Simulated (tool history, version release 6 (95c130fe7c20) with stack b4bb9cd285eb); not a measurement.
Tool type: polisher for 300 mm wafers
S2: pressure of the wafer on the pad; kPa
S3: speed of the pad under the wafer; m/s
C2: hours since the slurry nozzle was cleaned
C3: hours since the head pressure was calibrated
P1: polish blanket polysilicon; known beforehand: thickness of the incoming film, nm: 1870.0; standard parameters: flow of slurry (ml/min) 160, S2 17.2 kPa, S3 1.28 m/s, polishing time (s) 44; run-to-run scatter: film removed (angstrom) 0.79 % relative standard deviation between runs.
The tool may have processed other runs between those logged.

{"run": 1, "hour": 13.9, "flow of slurry (ml/min)": 160, "S2": 17.2, "S3": 1.28, "polishing time (s)": 44, "wafers polished on this pad": 430, "C2": 402, "C3": 144.6, "film removed (angstrom)": 3847.2}
{"run": 2, "hour": 25.6, "flow of slurry (ml/min)": 200, "S2": 17.2, "S3": 1.28, "polishing time (s)": 29, "wafers polished on this pad": 544, "C2": 413.7, "C3": 156.3, "film removed (angstrom)": 2634.3}
{"run": 3, "hour": 32.2, "flow of slurry (ml/min)": 160, "S2": 17.2, "S3": 1.28, "polishing time (s)": 44, "wafers polished on this pad": 608, "C2": 420.3, "C3": 162.9, "film removed (angstrom)": 3800.6}
{"run": 4, "hour": 40.7, "flow of slurry (ml/min)": 160, "S2": 17.2, "S3": 1.28, "polishing time (s)": 57, "wafers polished on this pad": 691, "C2": 428.8, "C3": 171.4, "film removed (angstrom)": 4942.9}
{"run": 5, "hour": 48.8, "flow of slurry (ml/min)": 160, "S2": 17.2, "S3": 1.28, "polishing time (s)": 44, "wafers polished on this pad": 770, "C2": 436.9, "C3": 179.5, "film removed (angstrom)": 3808.3}
{"run": 6, "hour": 57.9, "flow of slurry (ml/min)": 160, "S2": 17.2, "S3": 1.76, "polishing time (s)": 44, "wafers polished on this pad": 859, "C2": 446, "C3": 188.6, "film removed (angstrom)": 5264}
{"run": 7, "hour": 67.5, "flow of slurry (ml/min)": 160, "S2": 17.2, "S3": 1.28, "polishing time (s)": 44, "wafers polished on this pad": 952, "C2": 455.6, "C3": 198.2, "film removed (angstrom)": 3822.6}
{"run": 8, "hour": 74.5, "flow of slurry (ml/min)": 160, "S2": 9, "S3": 1.28, "polishing time (s)": 44, "wafers polished on this pad": 1020, "C2": 462.6, "C3": 205.2, "film removed (angstrom)": 1996.6}
{"run": 9, "hour": 87.0, "flow of slurry (ml/min)": 210, "S2": 17.2, "S3": 1.28, "polishing time (s)": 44, "wafers polished on this pad": 1142, "C2": 475.1, "C3": 217.7, "film removed (angstrom)": 3996.2}
{"run": 10, "hour": 98.5, "flow of slurry (ml/min)": 160, "S2": 17.2, "S3": 1.28, "polishing time (s)": 24, "wafers polished on this pad": 1254, "C2": 486.6, "C3": 229.2, "film removed (angstrom)": 2074}
{"run": 11, "hour": 109.4, "flow of slurry (ml/min)": 160, "S2": 17.2, "S3": 1.28, "polishing time (s)": 44, "wafers polished on this pad": 1361, "C2": 497.5, "C3": 240.1, "film removed (angstrom)": 3822.6}
{"run": 12, "hour": 120.1, "flow of slurry (ml/min)": 160, "S2": 17.2, "S3": 1.28, "polishing time (s)": 44, "wafers polished on this pad": 1465, "C2": 508.2, "C3": 250.8, "film removed (angstrom)": 3817.1}
{"run": 13, "hour": 132.1, "flow of slurry (ml/min)": 160, "S2": 17.2, "S3": 0.62, "polishing time (s)": 44, "wafers polished on this pad": 1582, "C2": 520.2, "C3": 262.8, "film removed (angstrom)": 1847.4}
{"run": 14, "hour": 146.3, "flow of slurry (ml/min)": 95, "S2": 17.2, "S3": 1.28, "polishing time (s)": 44, "wafers polished on this pad": 1720, "C2": 534.4, "C3": 277, "film removed (angstrom)": 3445.2}
{"run": 15, "hour": 152.9, "flow of slurry (ml/min)": 160, "S2": 24.1, "S3": 1.28, "polishing time (s)": 44, "wafers polished on this pad": 1784, "C2": 541, "C3": 283.6, "film removed (angstrom)": 5323.5}
{"run": 16, "hour": 162.2, "flow of slurry (ml/min)": 160, "S2": 17.2, "S3": 1.28, "polishing time (s)": 44, "wafers polished on this pad": 1875, "C2": 550.3, "C3": 292.9, "film removed (angstrom)": 3857}
{"run": 17, "hour": 170.0, "flow of slurry (ml/min)": 160, "S2": 17.2, "S3": 1.28, "polishing time (s)": 44, "wafers polished on this pad": 1951, "C2": 558.1, "C3": 300.7, "film removed (angstrom)": 3794.4}
{"run": 18, "hour": 178.4, "flow of slurry (ml/min)": 160, "S2": 17.2, "S3": 1.28, "polishing time (s)": 44, "wafers polished on this pad": 2033, "C2": 566.5, "C3": 309.1, "film removed (angstrom)": 3800.1}

Estimate the outcome of run 19 from the log above:
{"run": 19, "hour": 189.8, "flow of slurry (ml/min)": 160, "S2": 17.2, "S3": 1.28, "polishing time (s)": 44, "wafers polished on this pad": 2144, "C2": 577.9, "C3": 320.5, "film removed (angstrom)": "?"}

film removed (angstrom): 3671.3
